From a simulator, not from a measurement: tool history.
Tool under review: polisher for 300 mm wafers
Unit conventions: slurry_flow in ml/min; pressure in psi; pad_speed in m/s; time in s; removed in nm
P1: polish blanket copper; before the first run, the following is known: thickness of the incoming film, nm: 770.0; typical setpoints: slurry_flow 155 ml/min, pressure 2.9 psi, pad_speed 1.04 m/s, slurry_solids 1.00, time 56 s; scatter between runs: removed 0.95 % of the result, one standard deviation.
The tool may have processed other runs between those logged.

| run | hour | slurry_flow | pressure | pad_speed | slurry_solids | time | removed |
|---|---|---|---|---|---|---|---|
| 1 | 3.9 | 155 | 2.9 | 1.04 | 1.00 | 56 | 161.200 |
| 2 | 9.7 | 155 | 2.9 | 1.04 | 1.00 | 56 | 159.980 |
| 3 | 15.3 | 155 | 2.9 | 1.04 | 1.00 | 56 | 162.740 |
| 4 | 21.2 | 155 | 2.9 | 1.04 | 1.00 | 77 | 222.980 |
| 5 | 25.5 | 155 | 4.5 | 1.04 | 0.75 | 56 | 239.250 |
| 6 | 28.6 | 155 | 2.9 | 1.04 | 1.00 | 25 | 72.748 |
| 7 | 33.0 | 155 | 4.0 | 1.04 | 1.00 | 82 | 333.990 |
| 8 | 37.8 | 155 | 2.9 | 1.04 | 1.00 | 56 | 163.700 |
| 9 | 43.3 | 155 | 2.9 | 1.54 | 1.00 | 56 | 241.090 |
| 10 | 47.6 | 155 | 2.9 | 1.04 | 0.65 | 56 | 147.290 |
| 11 | 52.6 | 155 | 2.9 | 1.04 | 1.00 | 56 | 162.050 |
| 12 | 57.4 | 95 | 2.9 | 1.04 | 1.00 | 56 | 145.010 |
| 13 | 60.5 | 155 | 2.9 | 0.50 | 1.00 | 56 | 79.335 |

What does the tool deliver on the next run?
| 14 | 63.6 | 155 | 2.9 | 1.04 | 1.00 | 56 | ? |

removed: 164.500 nm
